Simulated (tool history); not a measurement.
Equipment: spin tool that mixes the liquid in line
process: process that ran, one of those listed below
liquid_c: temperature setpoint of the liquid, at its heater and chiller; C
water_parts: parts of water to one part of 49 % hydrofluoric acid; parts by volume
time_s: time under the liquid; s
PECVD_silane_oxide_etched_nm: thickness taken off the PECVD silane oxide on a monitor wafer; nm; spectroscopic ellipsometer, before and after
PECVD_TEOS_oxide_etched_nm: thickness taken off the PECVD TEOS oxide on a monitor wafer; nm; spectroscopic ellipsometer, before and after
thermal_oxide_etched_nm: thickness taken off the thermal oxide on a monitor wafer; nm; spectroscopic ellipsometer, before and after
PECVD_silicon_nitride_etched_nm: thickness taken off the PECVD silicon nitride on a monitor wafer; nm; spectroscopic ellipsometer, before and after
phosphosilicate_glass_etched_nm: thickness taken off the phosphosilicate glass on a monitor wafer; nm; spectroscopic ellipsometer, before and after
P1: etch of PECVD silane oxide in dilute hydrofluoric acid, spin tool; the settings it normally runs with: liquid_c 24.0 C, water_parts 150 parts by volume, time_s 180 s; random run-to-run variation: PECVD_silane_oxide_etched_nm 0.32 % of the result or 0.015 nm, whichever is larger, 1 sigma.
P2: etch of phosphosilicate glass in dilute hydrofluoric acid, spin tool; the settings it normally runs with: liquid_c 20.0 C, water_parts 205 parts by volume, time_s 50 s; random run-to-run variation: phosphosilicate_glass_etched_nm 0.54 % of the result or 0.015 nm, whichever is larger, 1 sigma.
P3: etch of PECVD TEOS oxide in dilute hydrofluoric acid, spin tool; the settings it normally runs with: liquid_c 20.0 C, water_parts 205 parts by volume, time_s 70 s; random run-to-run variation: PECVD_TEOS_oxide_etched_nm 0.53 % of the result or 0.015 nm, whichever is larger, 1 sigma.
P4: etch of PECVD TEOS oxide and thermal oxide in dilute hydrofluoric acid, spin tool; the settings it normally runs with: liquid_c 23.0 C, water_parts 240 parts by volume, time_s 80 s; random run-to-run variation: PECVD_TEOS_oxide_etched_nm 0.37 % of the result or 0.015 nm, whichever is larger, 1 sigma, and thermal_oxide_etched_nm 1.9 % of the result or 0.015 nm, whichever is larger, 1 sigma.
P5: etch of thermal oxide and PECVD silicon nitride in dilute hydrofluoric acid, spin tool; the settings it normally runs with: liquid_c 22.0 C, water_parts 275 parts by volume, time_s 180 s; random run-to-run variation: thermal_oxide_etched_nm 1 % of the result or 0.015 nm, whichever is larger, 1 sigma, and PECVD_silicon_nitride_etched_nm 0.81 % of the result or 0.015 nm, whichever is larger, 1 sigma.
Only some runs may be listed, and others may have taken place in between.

run	hour	process	liquid_c	water_parts	time_s	PECVD_silane_oxide_etched_nm	PECVD_TEOS_oxide_etched_nm	thermal_oxide_etched_nm	PECVD_silicon_nitride_etched_nm	phosphosilicate_glass_etched_nm
1	10.0	P1	24.0	150	180	22.8450				
2	17.3	P1	19.0	150	180	18.8390				
3	24.3	P4	31.5	240	80		9.7020	1.82600		
4	35.0	P5	22.0	480	180			1.14420	1.93610	
5	50.1	P5	22.0	275	180			2.38520	3.40970	
6	64.7	P2	20.0	205	50					10.9370
7	76.1	P1	24.0	235	180	13.3500				
8	83.4	P1	24.0	150	180	22.8860				
9	93.2	P1	27.5	150	75	10.9510				
10	102.6	P3	20.0	205	70		7.4009			
11	114.3	P1	24.0	150	335	42.7010				
12	125.2	P4	23.0	240	80		7.2963	1.38580		
13	133.2	P1	24.0	150	180	23.0400				
14	148.6	P5	22.0	275	45			0.61364	0.85781	
15	160.0	P1	24.0	150	180	23.0780				
16	169.7	P2	17.0	205	50					9.7393
17	180.4	P4	23.0	240	15		1.3707	0.26608		
18	190.9	P5	29.5	275	180			3.09110	5.34420	
19	198.5	P4	23.0	50	80		42.8200	8.13630		
20	213.4	P1	24.0	40	95	52.0810				
21	228.7	P2	20.0	290	50					7.0704
22	242.3	P5	22.0	275	180			2.38300	3.35170	
23	255.8	P3	20.0	90	70		18.8890			
24	263.5	P3	25.0	205	70		8.9610			
25	271.9	P1	31.0	150	180	29.7010				
26	282.0	P1	24.0	150	25	3.2006				
27	296.5	P3	20.0	205	115		12.1900			
28	311.6	P1	24.0	80	180	47.0060				
29	318.9	P2	20.0	205	15					3.3051
30	332.4	P1	24.0	150	180	23.1240				
31	342.9	P1	24.0	150	180	22.2470				
32	355.6	P1	24.0	150	180	21.7160				
33	365.2	P1	24.0	150	180	21.6570				
34	377.7	P1	24.0	150	180	21.3560				
35	385.0	P1	24.0	150	180	21.3280				
36	392.0	P1	24.0	150	180	21.3580				
37	398.9	P1	24.0	150	180	21.3660				

What P1 gives has crept away from where it was. These 2 causes fit the log equally well, each at the size given:
A: liquid colder than its thermometer reads (K) = 1.94
B: hydrofluoric acid flow below the setpoint (%) = 6.17
The onset of the drift is placed at about hour 332.4.

Each of the check runs listed below is run on 3 wafers and reports their average, with the results left as question marks. Pick the one under which the possible causes would lead to clearly different results.
check 1	405.8	P5	22.0	455	180			?	?	
check 2	405.8	P2	17.0	270	50					?
check 3	405.8	P3	20.0	140	95		?			
check 4	405.8	P4	23.0	170	80		?	?		

What each check would give under each cause:
check	result	if A	if B
check 1	thermal_oxide_etched_nm	1.14740	1.12060
check 1	PECVD_silicon_nitride_etched_nm	1.83470	1.93740
check 2	phosphosilicate_glass_etched_nm	6.4718	6.4505
check 3	PECVD_TEOS_oxide_etched_nm	14.4530	14.5260
check 4	PECVD_TEOS_oxide_etched_nm	10.1910	10.1800
check 4	thermal_oxide_etched_nm	1.90510	1.90300
Gap, in per cent, between the two causes that each check separates least, read from the result that separates them most: check 1 5.45 %; check 2 0.33 %; check 3 0.51 %; check 4 0.11 %
Only in check 1 would the causes give clearly different results; in the remaining checks their results would be nearly the same.

After running check 1, the following was obtained: thermal_oxide_etched_nm 1.12600 nm; PECVD_silicon_nitride_etched_nm 1.82920 nm. Which cause does this point to?

It is A: liquid colder than its thermometer reads (K).
